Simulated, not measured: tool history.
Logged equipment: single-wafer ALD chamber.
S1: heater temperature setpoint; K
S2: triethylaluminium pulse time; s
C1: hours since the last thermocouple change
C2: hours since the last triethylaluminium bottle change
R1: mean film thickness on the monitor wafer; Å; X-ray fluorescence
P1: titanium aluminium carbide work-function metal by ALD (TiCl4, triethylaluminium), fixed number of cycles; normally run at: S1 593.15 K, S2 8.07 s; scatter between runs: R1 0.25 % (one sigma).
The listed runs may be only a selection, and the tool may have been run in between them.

{"run": 1, "hour": 15.0, "S1": 593.15, "S2": 8.07, "C1": 516.3, "C2": 122.5, "R1": 21.172}
{"run": 2, "hour": 27.5, "S1": 593.15, "S2": 8.07, "C1": 528.8, "C2": 135, "R1": 21.18}
{"run": 3, "hour": 38.2, "S1": 593.15, "S2": 8.07, "C1": 539.5, "C2": 145.7, "R1": 21.209}
{"run": 4, "hour": 55.3, "S1": 593.15, "S2": 8.07, "C1": 556.6, "C2": 162.8, "R1": 21.189}
{"run": 5, "hour": 64.3, "S1": 593.15, "S2": 8.07, "C1": 565.6, "C2": 171.8, "R1": 21.062}
{"run": 6, "hour": 77.4, "S1": 593.15, "S2": 8.07, "C1": 578.7, "C2": 184.9, "R1": 21.212}
{"run": 7, "hour": 90.0, "S1": 593.15, "S2": 3.29, "C1": 591.3, "C2": 197.5, "R1": 15.33}
{"run": 8, "hour": 97.6, "S1": 618.15, "S2": 8.07, "C1": 598.9, "C2": 205.1, "R1": 23.197}
{"run": 9, "hour": 114.0, "S1": 571.15, "S2": 10.43, "C1": 615.3, "C2": 221.5, "R1": 19.946}
{"run": 10, "hour": 127.1, "S1": 580.15, "S2": 12.31, "C1": 628.4, "C2": 234.6, "R1": 21.036}
{"run": 11, "hour": 144.1, "S1": 605.15, "S2": 3.93, "C1": 645.4, "C2": 251.6, "R1": 17.471}
{"run": 12, "hour": 155.3, "S1": 593.15, "S2": 11.65, "C1": 656.6, "C2": 262.8, "R1": 22.145}
{"run": 13, "hour": 166.2, "S1": 593.15, "S2": 8.07, "C1": 667.5, "C2": 273.7, "R1": 21.122}
{"run": 14, "hour": 180.0, "S1": 574.15, "S2": 8.07, "C1": 681.3, "C2": 287.5, "R1": 19.492}
{"run": 15, "hour": 191.1, "S1": 593.15, "S2": 8.07, "C1": 692.4, "C2": 298.6, "R1": 21.102}
{"run": 16, "hour": 205.2, "S1": 593.15, "S2": 8.07, "C1": 706.5, "C2": 312.7, "R1": 20.943}
{"run": 17, "hour": 218.3, "S1": 593.15, "S2": 8.07, "C1": 719.6, "C2": 325.8, "R1": 20.884}
{"run": 18, "hour": 227.3, "S1": 593.15, "S2": 8.07, "C1": 728.6, "C2": 334.8, "R1": 20.878}
{"run": 19, "hour": 237.7, "S1": 593.15, "S2": 8.07, "C1": 739, "C2": 345.2, "R1": 20.813}
{"run": 20, "hour": 245.9, "S1": 593.15, "S2": 8.07, "C1": 747.2, "C2": 353.4, "R1": 20.84}
{"run": 21, "hour": 263.2, "S1": 593.15, "S2": 8.07, "C1": 764.5, "C2": 370.7, "R1": 20.728}
{"run": 22, "hour": 277.3, "S1": 593.15, "S2": 8.07, "C1": 778.6, "C2": 384.8, "R1": 20.752}
{"run": 23, "hour": 290.7, "S1": 593.15, "S2": 8.07, "C1": 792, "C2": 398.2, "R1": 20.848}

The log shows P1 creeping away from where it was. Any of the 2 causes listed here, at the size stated for it, fits the log just as well as the others:
A: wafer temperature below the value expected at the setpoint (K) = 3.91
B: triethylaluminium dose below that of a fresh bottle (%) = 7.74
The creep began at about hour 191.1.

Listed below are the offered check runs, one wafer per run, with question marks in place of results. For which of them would the causes give clearly different outcomes?
{"run": "check 1", "hour": 304.1, "S1": 593.15, "S2": 3.42, "R1": "?"}
{"run": "check 2", "hour": 304.1, "S1": 593.15, "S2": 10.1, "R1": "?"}
{"run": "check 3", "hour": 304.1, "S1": 615.15, "S2": 8.07, "R1": "?"}
{"run": "check 4", "hour": 304.1, "S1": 603.15, "S2": 8.07, "R1": "?"}

If the cause were each of the candidates in turn, the checks would give the following:
check=check_1 result=R1 if_A=15.346 if_B=14.931
check=check_2 result=R1 if_A=21.48 if_B=21.611
check=check_3 result=R1 if_A=22.683 if_B=22.657
check=check_4 result=R1 if_A=21.647 if_B=21.635
Smallest distance between any two causes, each pair judged by its most separating result, in per cent: check 1 2.74 %; check 2 0.61 %; check 3 0.11 %; check 4 0.05 %
The causes can be told apart only by check 1. The other checks would give nearly the same results under each of them.

Check 1 was carried out, with these results: R1 14.922 Å. Which of the listed causes is responsible?

B is the cause: triethylaluminium dose below that of a fresh bottle (%).

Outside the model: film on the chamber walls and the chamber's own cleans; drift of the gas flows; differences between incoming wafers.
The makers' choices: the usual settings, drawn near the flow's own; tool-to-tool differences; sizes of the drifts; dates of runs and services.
